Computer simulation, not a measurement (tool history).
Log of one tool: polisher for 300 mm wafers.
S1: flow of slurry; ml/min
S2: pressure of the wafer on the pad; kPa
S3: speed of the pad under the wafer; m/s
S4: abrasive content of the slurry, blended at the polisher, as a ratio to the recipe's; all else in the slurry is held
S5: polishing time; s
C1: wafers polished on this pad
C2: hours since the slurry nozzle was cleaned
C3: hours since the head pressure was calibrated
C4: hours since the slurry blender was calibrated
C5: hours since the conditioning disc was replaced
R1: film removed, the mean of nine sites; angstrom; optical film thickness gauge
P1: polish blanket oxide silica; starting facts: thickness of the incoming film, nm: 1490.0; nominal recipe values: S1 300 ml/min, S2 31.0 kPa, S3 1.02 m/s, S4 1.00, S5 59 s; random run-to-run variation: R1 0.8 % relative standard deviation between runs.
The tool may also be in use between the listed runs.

run     day   S1    S2    S3    S4  S5    C1     C2     C3     C4     C5      R1
  1   0.629  300  31.0  1.02  1.00  59   723  124.3  223.6   36.5   68.7  2271.8
  2   1.233  225  39.3  1.02  1.00  59   885  138.8  238.1   51.0   83.2  2843.2
  3   1.904  300  31.0  1.02  1.00  27  1064  154.9  254.2   67.1   99.3  1055.2
      2.029  -- conditioning disc replaced and pad reconditioned
  4   2.583  300  31.0  1.52  1.00  59  1246  171.2  270.5   83.4   13.4  3165.6
  5   3.254  300  13.8  1.02  1.00  59  1426  187.3  286.6   99.5   29.5  1014.7
  6   3.821  300  47.6  1.02  1.00  59  1577  200.9  300.2  113.1   43.1  3553.9
  7   4.383  300  31.0  1.02  1.00  59  1728  214.4  313.7  126.6   56.6  2295.5
  8   4.742  300  31.0  1.02  1.00  59  1823  223.0  322.3  135.2   65.2  2298.6
  9   5.162  300  31.0  0.76  1.25  59  1936  233.1  332.4  145.3   75.3  1979.6
 10   5.750  300  31.0  1.02  0.55  59  2093  247.2  346.5  159.4   89.4  1654.6
 11   6.471  300  31.0  0.48  1.00  59  2286  264.5  363.8  176.7  106.7  1256.2
 12   7.129  300  31.0  1.02  1.00  59  2462  280.3  379.6  192.5  122.5  2301.5
 13   7.588  300  31.0  1.02  1.00  59  2585  291.3  390.6  203.5  133.5  2311.4
 14   8.262  180  31.0  1.02  1.00  59  2765  307.5  406.8  219.7  149.7  2147.7
 15   8.633  300  31.0  1.02  1.00  59  2864  316.4  415.7  228.6  158.6  2306.7
 16   9.221  300  31.0  1.02  1.40  59  3022  330.5  429.8  242.7  172.7  2660.2
 17   9.621  455  31.0  1.02  1.00  59  3129  340.1  439.4  252.3  182.3  2335.3
 18  10.092  300  31.0  1.02  1.00  92  3255  351.4  450.7  263.6  193.6  3566.0
 19  10.633  300  31.0  1.02  1.00  59  3399  364.4  463.7  276.6  206.6  2253.1
 20  11.375  300  31.0  1.02  1.00  59  3598  382.2  481.5  294.4  224.4  2272.7
 21  11.808  300  31.0  1.02  1.00  59  3714  392.6  491.9  304.8  234.8  2192.2
 22  12.212  300  31.0  1.02  1.00  59  3822  402.3  501.6  314.5  244.5  2164.3
 23  12.588  300  31.0  1.02  1.00  59  3922  411.3  510.6  323.5  253.5  2115.4
 24  13.138  300  31.0  1.02  1.00  59  4069  424.5  523.8  336.7  266.7  2106.5
     13.679  -- slurry nozzle cleaned
 25  13.729  300  31.0  1.02  1.00  59  4228    1.2  538.0  350.9  280.9  2093.0
     13.971  -- head pressure recalibrated
 26  14.392  300  31.0  1.02  1.00  59  4405   17.1   10.1  366.8  296.8  2080.9
     14.754  -- conditioning disc replaced and pad reconditioned
 27  14.788  300  31.0  1.02  1.00  59  4511   26.6   19.6  376.3    0.9  2069.4
 28  15.517  300  31.0  1.02  1.00  59  4706   44.1   37.1  393.8   18.4  2062.6
 29  15.967  300  31.0  1.02  1.00  59  4826   54.9   47.9  404.6   29.2  2052.0

Something has made what P1 gives creep away from where it was; the 2 causes below, each at its own stated size, fit the log equally well:
A: removal rate lost through wear of the pad, % = 9.97
B: abrasive missing from the slurry, % = 19.6
Onset of the creep was near day 11.375.
The rest of the possible causes, and what rules out each one:
slurry flow missing at the pad, %: serviced after onset, at day 13.679, with no recovery of the prior output
head's pressure below its setpoint, %: serviced after onset, at day 13.971, with no recovery of the prior output
time polished since the conditioner stopped cutting, s: serviced after onset, at day 14.754, with no recovery of the prior output

Below are 4 check runs, each averaged over 5 wafers, with their results shown as question marks. Which of them would give clearly different results depending on which cause is behind the drift?
check 1  16.417  300  20.7  1.02  0.55  59                       ?
check 2  16.417  180  31.0  1.02  1.00  29                       ?
check 3  16.417  300  31.0  0.60  1.00  27                       ?
check 4  16.417  300  47.6  1.02  1.00  81                       ?

Outcome of each check run for each possible cause:
  check  result     if A     if B
check 1      R1  1000.80   969.28
check 2      R1   954.09   954.03
check 3      R1   616.47   616.43
check 4      R1  4335.40  4335.10
How far apart the two closest causes lie, in the result that separates them most: check 1 3.2 %; check 2 0.01 %; check 3 0.01 %; check 4 0.01 %
Check 1 tells the causes apart: in the others they would give nearly the same result.

The results of check 1 are: R1 1006.20 angstrom. Based on these, which of the listed causes is it?

The cause is A: removal rate lost through wear of the pad, %.
